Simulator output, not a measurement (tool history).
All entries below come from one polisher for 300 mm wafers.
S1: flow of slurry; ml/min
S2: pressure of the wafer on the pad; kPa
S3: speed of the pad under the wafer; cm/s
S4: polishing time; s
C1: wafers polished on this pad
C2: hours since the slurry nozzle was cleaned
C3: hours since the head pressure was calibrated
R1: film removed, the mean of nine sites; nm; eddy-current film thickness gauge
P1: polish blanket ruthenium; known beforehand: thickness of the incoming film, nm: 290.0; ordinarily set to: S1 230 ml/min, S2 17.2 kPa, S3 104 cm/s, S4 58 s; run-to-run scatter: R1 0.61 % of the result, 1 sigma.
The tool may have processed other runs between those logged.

run,hour,S1,S2,S3,S4,C1,C2,C3,R1
1,10.2,230,17.2,104,58,265,435.6,173.9,100.670
2,24.8,230,17.2,104,58,367,450.2,188.5,102.050
3,32.9,230,17.2,104,79,424,458.3,196.6,137.750
4,50.0,230,17.2,104,58,544,475.4,213.7,102.220
5,59.9,230,11.0,104,58,613,485.3,223.6,64.950
6,75.9,330,8.3,104,58,725,501.3,239.6,50.718
7,88.1,230,17.2,158,58,810,513.5,251.8,153.930
8,104.3,305,17.2,104,58,924,529.7,268.0,103.210
9,121.2,230,17.2,54,58,1042,546.6,284.9,52.210
10,132.3,140,17.2,104,58,1120,557.7,296.0,94.540
11,141.1,230,17.2,104,58,1181,566.5,304.8,101.890
12,152.9,230,17.2,104,58,1264,578.3,316.6,101.850
# hour 155.4: slurry nozzle cleaned
13,162.7,230,23.4,64,58,1333,7.4,326.4,84.255
14,174.0,230,24.1,104,58,1412,18.7,337.7,141.950
15,183.4,230,17.2,104,58,1478,28.1,347.1,101.410
16,198.2,230,17.2,104,36,1581,42.9,361.9,62.289
17,208.3,230,17.2,104,58,1652,53.0,372.0,100.930
18,216.4,230,17.2,104,58,1709,61.1,380.1,98.548
19,227.3,230,17.2,104,58,1785,72.0,391.0,97.179
# hour 238.8: worn pad replaced by a new one
20,241.8,230,17.2,104,58,21,86.5,405.5,95.576
21,250.6,230,17.2,104,58,83,95.3,414.3,95.523
22,268.0,230,17.2,104,58,205,112.7,431.7,94.323
23,283.1,230,17.2,104,58,310,127.8,446.8,93.948

What P1 gives has crept off from where it sat before. The 2 causes that follow fit the log equally well, each at the size noted:
A: slurry flow missing at the pad, % = 37.2
B: head's pressure below its setpoint, % = 6.51
The onset of the drift is placed at about hour 208.3.
Why every other cause is out:
removal rate lost through wear of the pad, %: its service at hour 238.8 followed the start of the drift and did not put the process back to its old value

Consider the 4 check runs below, whose results appear as question marks and each of which averages 2 wafers. Which one distinguishes the causes, in that each cause would give it a clearly different result?
check 1,298.2,230,17.2,76,58,,,,?
check 2,298.2,230,17.2,150,58,,,,?
check 3,298.2,145,17.2,66,58,,,,?
check 4,298.2,230,21.4,104,58,,,,?

What each check would give under each cause:
check,result,if A,if B
check 1,R1,69.253,69.247
check 2,R1,136.680,136.670
check 3,R1,54.310,56.264
check 4,R1,117.510,117.500
Minimum pairwise separation of causes per check, each pair taken at its best-separating result: check 1 0.01 %; check 2 0.01 %; check 3 3.53 %; check 4 0.01 %
Only in check 3 would the causes give clearly different results; in the remaining checks their results would be nearly the same.

Check 3 was then run and gave: R1 56.337 nm. Which cause is it?

The correct cause is B, namely: head's pressure below its setpoint, %.
